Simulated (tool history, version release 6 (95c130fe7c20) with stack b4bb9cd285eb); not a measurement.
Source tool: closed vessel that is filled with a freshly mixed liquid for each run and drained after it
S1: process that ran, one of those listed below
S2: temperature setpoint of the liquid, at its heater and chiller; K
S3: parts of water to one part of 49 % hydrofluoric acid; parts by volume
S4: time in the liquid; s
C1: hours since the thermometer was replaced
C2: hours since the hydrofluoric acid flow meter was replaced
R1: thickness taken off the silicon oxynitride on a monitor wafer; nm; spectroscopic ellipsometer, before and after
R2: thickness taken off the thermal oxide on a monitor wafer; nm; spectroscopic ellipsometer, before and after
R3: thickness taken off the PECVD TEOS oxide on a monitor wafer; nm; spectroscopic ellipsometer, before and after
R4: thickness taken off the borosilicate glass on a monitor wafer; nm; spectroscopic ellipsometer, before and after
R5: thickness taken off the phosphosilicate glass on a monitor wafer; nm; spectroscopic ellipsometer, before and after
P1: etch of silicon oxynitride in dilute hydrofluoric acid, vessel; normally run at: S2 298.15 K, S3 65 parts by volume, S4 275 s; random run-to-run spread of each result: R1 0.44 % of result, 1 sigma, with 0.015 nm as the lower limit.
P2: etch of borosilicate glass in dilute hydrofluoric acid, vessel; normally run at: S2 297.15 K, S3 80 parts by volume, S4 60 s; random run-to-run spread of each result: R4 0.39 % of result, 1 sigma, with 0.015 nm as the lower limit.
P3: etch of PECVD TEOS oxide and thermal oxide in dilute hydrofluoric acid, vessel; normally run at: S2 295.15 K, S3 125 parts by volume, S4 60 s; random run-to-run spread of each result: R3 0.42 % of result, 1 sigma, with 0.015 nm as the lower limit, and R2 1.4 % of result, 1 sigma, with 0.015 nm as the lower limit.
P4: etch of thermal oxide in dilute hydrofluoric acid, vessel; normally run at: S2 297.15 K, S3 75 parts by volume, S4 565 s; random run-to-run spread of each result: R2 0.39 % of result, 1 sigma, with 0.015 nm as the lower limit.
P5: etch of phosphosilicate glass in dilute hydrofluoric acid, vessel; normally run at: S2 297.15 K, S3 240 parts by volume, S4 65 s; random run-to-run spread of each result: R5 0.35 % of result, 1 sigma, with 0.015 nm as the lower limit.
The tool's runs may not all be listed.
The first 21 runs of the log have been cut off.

run   hour  S1      S2   S3   S4      C1      C2      R1       R2      R3     R4      R5
 22  190.2  P3  295.15  125   30  1890.4  1698.2          0.93863  4.0356
 23  198.8  P5  297.15  240   65    1899  1706.8                                  46.108
 24  208.7  P1  298.15   65  275  1908.9  1716.7  13.119
 25  215.5  P1  298.15   65  275  1915.7  1723.5  13.237
 26  222.4  P2  297.15   80   60  1922.6  1730.4                           29.43
 27    232  P5  297.15  240   65  1932.2    1740                                  46.303
 28  240.5  P1  298.15   20  275  1940.7  1748.5  44.186
 29  249.9  P4  297.15   75  565  1950.1  1757.9           35.694
 30    257  P1  298.15  100  430  1957.2    1765   12.99
 31  269.3  P3  295.15  125   60  1969.5  1777.3           1.9191  8.0123
 32  275.7  P1  298.15   65  275  1975.9  1783.7   13.21
 33  285.3  P4  297.15   75  565  1985.5  1793.3           35.851
 34  293.1  P1  298.15   65  275  1993.3  1801.1   13.13

Predict the results of run 35:
 35  303.6  P1  298.15  65  275  2003.8  1811.6   ?

R1: 13.557 nm
